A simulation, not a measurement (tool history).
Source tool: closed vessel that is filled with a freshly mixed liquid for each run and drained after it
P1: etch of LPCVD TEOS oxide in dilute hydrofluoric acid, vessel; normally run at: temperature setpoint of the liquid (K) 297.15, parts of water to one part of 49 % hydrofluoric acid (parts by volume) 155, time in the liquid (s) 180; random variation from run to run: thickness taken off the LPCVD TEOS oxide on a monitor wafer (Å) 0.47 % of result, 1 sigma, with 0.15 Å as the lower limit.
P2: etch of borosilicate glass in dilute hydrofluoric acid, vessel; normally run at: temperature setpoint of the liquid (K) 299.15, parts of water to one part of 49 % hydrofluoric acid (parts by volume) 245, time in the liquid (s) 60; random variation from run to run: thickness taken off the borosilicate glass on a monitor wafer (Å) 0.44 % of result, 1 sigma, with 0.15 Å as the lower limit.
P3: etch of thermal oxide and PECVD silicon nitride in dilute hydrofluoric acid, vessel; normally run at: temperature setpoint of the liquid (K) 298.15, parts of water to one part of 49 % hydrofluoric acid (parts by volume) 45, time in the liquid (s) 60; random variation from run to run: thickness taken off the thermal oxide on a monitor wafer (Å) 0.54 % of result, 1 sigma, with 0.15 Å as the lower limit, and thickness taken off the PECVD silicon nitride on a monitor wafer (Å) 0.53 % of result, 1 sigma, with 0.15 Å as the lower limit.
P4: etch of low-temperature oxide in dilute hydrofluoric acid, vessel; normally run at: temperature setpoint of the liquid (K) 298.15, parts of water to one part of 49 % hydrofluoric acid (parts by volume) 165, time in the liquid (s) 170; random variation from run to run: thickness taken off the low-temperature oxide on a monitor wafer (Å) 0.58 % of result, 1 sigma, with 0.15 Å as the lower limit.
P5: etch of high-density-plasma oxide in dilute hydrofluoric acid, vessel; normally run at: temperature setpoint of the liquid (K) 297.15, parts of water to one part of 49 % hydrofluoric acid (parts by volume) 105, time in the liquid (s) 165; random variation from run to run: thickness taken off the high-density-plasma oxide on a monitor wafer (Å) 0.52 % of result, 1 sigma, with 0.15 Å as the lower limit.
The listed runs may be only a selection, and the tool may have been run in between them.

run,hour,process that ran,temperature setpoint of the liquid (K),parts of water to one part of 49 % hydrofluoric acid (parts by volume),time in the liquid (s),hours since the thermometer was replaced,hours since the hydrofluoric acid flow meter was replaced,thickness taken off the LPCVD TEOS oxide on a monitor wafer (Å),thickness taken off the thermal oxide on a monitor wafer (Å),thickness taken off the PECVD silicon nitride on a monitor wafer (Å),thickness taken off the high-density-plasma oxide on a monitor wafer (Å),thickness taken off the low-temperature oxide on a monitor wafer (Å),thickness taken off the borosilicate glass on a monitor wafer (Å)
1,6.5,P1,297.15,155,180,1348.4,357.2,411.94,,,,,
2,12.6,P3,298.15,45,60,1354.5,363.3,,68.362,39.196,,,
3,20.3,P5,297.15,35,165,1362.2,371.0,,,,333.30,,
4,29.9,P1,297.15,45,65,1371.8,380.6,585.65,,,,,
5,37.0,P3,298.15,45,30,1378.9,387.7,,34.096,19.240,,,
6,44.7,P1,297.15,155,180,1386.6,395.4,408.65,,,,,
7,50.1,P1,297.15,155,180,1392.0,400.8,410.74,,,,,
8,60.1,P3,298.15,20,60,1402.0,410.8,,159.670,84.243,,,
9,70.4,P4,304.65,165,170,1412.3,421.1,,,,,134.000,
10,78.2,P2,299.15,360,60,1420.1,428.9,,,,,,65.290
11,87.2,P5,297.15,105,165,1429.1,437.9,,,,103.32,,
12,94.3,P1,297.15,155,90,1436.2,445.0,204.56,,,,,
13,105.9,P1,297.15,155,180,1447.8,456.6,406.79,,,,,
14,111.8,P5,297.15,105,265,1453.7,462.5,,,,165.20,,
# hour 116.9: thermometer replaced
15,118.7,P4,298.15,165,170,1.9,469.4,,,,,106.310,
16,128.0,P1,297.15,155,180,11.2,478.7,409.22,,,,,
17,138.5,P5,304.65,105,165,21.7,489.2,,,,136.11,,
18,146.7,P4,298.15,165,70,29.9,497.4,,,,,43.753,
19,153.5,P1,297.15,155,295,36.7,504.2,669.42,,,,,
20,164.0,P2,299.15,245,60,47.2,514.7,,,,,,107.520
21,170.5,P3,298.15,45,60,53.7,521.2,,68.229,38.299,,,
22,180.8,P4,298.15,80,170,64.0,531.5,,,,,243.600,
23,191.5,P2,299.15,245,115,74.7,542.2,,,,,,207.720
24,201.6,P1,302.65,155,180,84.8,552.3,500.42,,,,,
25,207.1,P1,293.65,155,180,90.3,557.8,360.35,,,,,
26,213.5,P1,297.15,240,180,96.7,564.2,241.28,,,,,
27,222.5,P2,292.15,245,60,105.7,573.2,,,,,,83.687
28,230.9,P1,297.15,60,180,114.1,581.6,1184.40,,,,,
29,242.8,P3,304.65,45,60,126.0,593.5,,88.580,59.239,,,
30,252.8,P1,297.15,155,180,136.0,603.5,408.89,,,,,
31,264.2,P1,297.15,155,180,147.4,614.9,397.87,,,,,
32,273.3,P1,297.15,155,180,156.5,624.0,396.54,,,,,
33,283.1,P1,297.15,155,180,166.3,633.8,385.72,,,,,
34,293.6,P1,297.15,155,180,176.8,644.3,389.10,,,,,
35,300.0,P1,297.15,155,180,183.2,650.7,391.19,,,,,
36,307.6,P1,297.15,155,180,190.8,658.3,384.76,,,,,
37,316.5,P1,297.15,155,180,199.7,667.2,389.76,,,,,

P1 no longer gives what it gave before; its output has crept away from where it was. The following 2 causes, each at its listed size, fit the log equally well:
A: liquid colder than its thermometer reads (K) = 1.45
B: hydrofluoric acid flow below the setpoint (%) = 4.61
The creep began at about hour 252.8.

Of the 4 check runs below, each run on 2 wafers with the results averaged and each result still a question mark, which one would tell the listed causes apart?
check 1,325.4,P5,301.15,55,165,,,,,,?,,
check 2,325.4,P4,304.65,165,170,,,,,,,?,
check 3,325.4,P3,302.65,45,30,,,,?,?,,,
check 4,325.4,P2,293.15,245,110,,,,,,,,?

Expected result of each check under each candidate cause:
check,result,if A,if B
check 1,thickness taken off the high-density-plasma oxide on a monitor wafer (Å),229.89,231.46
check 2,thickness taken off the low-temperature oxide on a monitor wafer (Å),127.220,126.380
check 3,thickness taken off the thermal oxide on a monitor wafer (Å),38.671,38.955
check 3,thickness taken off the PECVD silicon nitride on a monitor wafer (Å),23.716,24.887
check 4,thickness taken off the borosilicate glass on a monitor wafer (Å),150.800,150.320
Per-check spread between the two closest causes, in the result where they differ most: check 1 0.68 %; check 2 0.66 %; check 3 4.82 %; check 4 0.32 %
Only check 3 tells the causes apart: in the others they would give nearly the same result.

After running check 3, the following was obtained: thickness taken off the thermal oxide on a monitor wafer (Å) 38.836; thickness taken off the PECVD silicon nitride on a monitor wafer (Å) 23.792. Which cause does this point to?

The correct cause is A, namely: liquid colder than its thermometer reads (K).
